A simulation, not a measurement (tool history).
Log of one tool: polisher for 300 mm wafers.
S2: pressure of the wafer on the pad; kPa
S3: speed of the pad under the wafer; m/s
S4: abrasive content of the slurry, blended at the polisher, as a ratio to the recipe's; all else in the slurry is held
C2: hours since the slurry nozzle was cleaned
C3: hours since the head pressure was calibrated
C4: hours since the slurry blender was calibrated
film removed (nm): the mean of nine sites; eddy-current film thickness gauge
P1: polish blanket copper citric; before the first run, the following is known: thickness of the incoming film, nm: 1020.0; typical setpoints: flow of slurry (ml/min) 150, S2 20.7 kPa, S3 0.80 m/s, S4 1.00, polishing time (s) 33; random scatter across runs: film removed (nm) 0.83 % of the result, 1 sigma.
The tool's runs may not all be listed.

{"run": 1, "day": 0.388, "flow of slurry (ml/min)": 150, "S2": 20.7, "S3": 0.8, "S4": 1.0, "polishing time (s)": 33, "wafers polished on this pad": 1019, "C2": 353.0, "C3": 370.0, "C4": 120.3, "film removed (nm)": 71.219}
{"run": 2, "day": 0.946, "flow of slurry (ml/min)": 150, "S2": 20.7, "S3": 0.8, "S4": 1.0, "polishing time (s)": 33, "wafers polished on this pad": 1221, "C2": 366.4, "C3": 383.4, "C4": 133.7, "film removed (nm)": 71.783}
{"run": 3, "day": 1.325, "flow of slurry (ml/min)": 150, "S2": 20.7, "S3": 0.8, "S4": 1.3, "polishing time (s)": 33, "wafers polished on this pad": 1359, "C2": 375.5, "C3": 392.5, "C4": 142.8, "film removed (nm)": 74.534}
{"run": 4, "day": 2.046, "flow of slurry (ml/min)": 105, "S2": 28.3, "S3": 0.8, "S4": 1.0, "polishing time (s)": 33, "wafers polished on this pad": 1621, "C2": 392.8, "C3": 409.8, "C4": 160.1, "film removed (nm)": 89.2}
{"run": 5, "day": 2.633, "flow of slurry (ml/min)": 150, "S2": 20.7, "S3": 0.8, "S4": 1.0, "polishing time (s)": 33, "wafers polished on this pad": 1834, "C2": 406.9, "C3": 423.9, "C4": 174.2, "film removed (nm)": 70.786}
{"run": 6, "day": 3.275, "flow of slurry (ml/min)": 150, "S2": 10.3, "S3": 0.8, "S4": 1.0, "polishing time (s)": 33, "wafers polished on this pad": 2067, "C2": 422.3, "C3": 439.3, "C4": 189.6, "film removed (nm)": 36.937}
{"run": 7, "day": 4.012, "flow of slurry (ml/min)": 150, "S2": 20.7, "S3": 0.8, "S4": 1.0, "polishing time (s)": 43, "wafers polished on this pad": 2335, "C2": 440.0, "C3": 457.0, "C4": 207.3, "film removed (nm)": 93.431}
{"run": 8, "day": 4.608, "flow of slurry (ml/min)": 150, "S2": 20.7, "S3": 1.12, "S4": 1.0, "polishing time (s)": 33, "wafers polished on this pad": 2551, "C2": 454.3, "C3": 471.3, "C4": 221.6, "film removed (nm)": 97.544}
{"run": 9, "day": 4.967, "flow of slurry (ml/min)": 150, "S2": 20.7, "S3": 0.48, "S4": 0.65, "polishing time (s)": 33, "wafers polished on this pad": 2681, "C2": 462.9, "C3": 479.9, "C4": 230.2, "film removed (nm)": 39.962}
{"run": 10, "day": 5.667, "flow of slurry (ml/min)": 115, "S2": 20.7, "S3": 0.8, "S4": 1.4, "polishing time (s)": 33, "wafers polished on this pad": 2935, "C2": 479.7, "C3": 496.7, "C4": 247.0, "film removed (nm)": 71.206}
{"run": 11, "day": 6.25, "flow of slurry (ml/min)": 90, "S2": 20.7, "S3": 0.8, "S4": 1.0, "polishing time (s)": 33, "wafers polished on this pad": 3147, "C2": 493.7, "C3": 510.7, "C4": 261.0, "film removed (nm)": 63.463}
{"run": 12, "day": 6.608, "flow of slurry (ml/min)": 150, "S2": 20.7, "S3": 0.8, "S4": 1.0, "polishing time (s)": 22, "wafers polished on this pad": 3277, "C2": 502.3, "C3": 519.3, "C4": 269.6, "film removed (nm)": 47.459}
{"run": 13, "day": 6.95, "flow of slurry (ml/min)": 150, "S2": 31.7, "S3": 0.8, "S4": 1.0, "polishing time (s)": 33, "wafers polished on this pad": 3401, "C2": 510.5, "C3": 527.5, "C4": 277.8, "film removed (nm)": 107.21}
{"run": 14, "day": 7.308, "flow of slurry (ml/min)": 150, "S2": 20.7, "S3": 0.8, "S4": 1.0, "polishing time (s)": 33, "wafers polished on this pad": 3531, "C2": 519.1, "C3": 536.1, "C4": 286.4, "film removed (nm)": 71.419}

Forecast run 15:
{"run": 15, "day": 7.979, "flow of slurry (ml/min)": 150, "S2": 20.7, "S3": 0.8, "S4": 0.55, "polishing time (s)": 33, "wafers polished on this pad": 3775, "C2": 535.2, "C3": 552.2, "C4": 302.5, "film removed (nm)": "?"}

Logged for run 15: film removed (nm) 63.311.

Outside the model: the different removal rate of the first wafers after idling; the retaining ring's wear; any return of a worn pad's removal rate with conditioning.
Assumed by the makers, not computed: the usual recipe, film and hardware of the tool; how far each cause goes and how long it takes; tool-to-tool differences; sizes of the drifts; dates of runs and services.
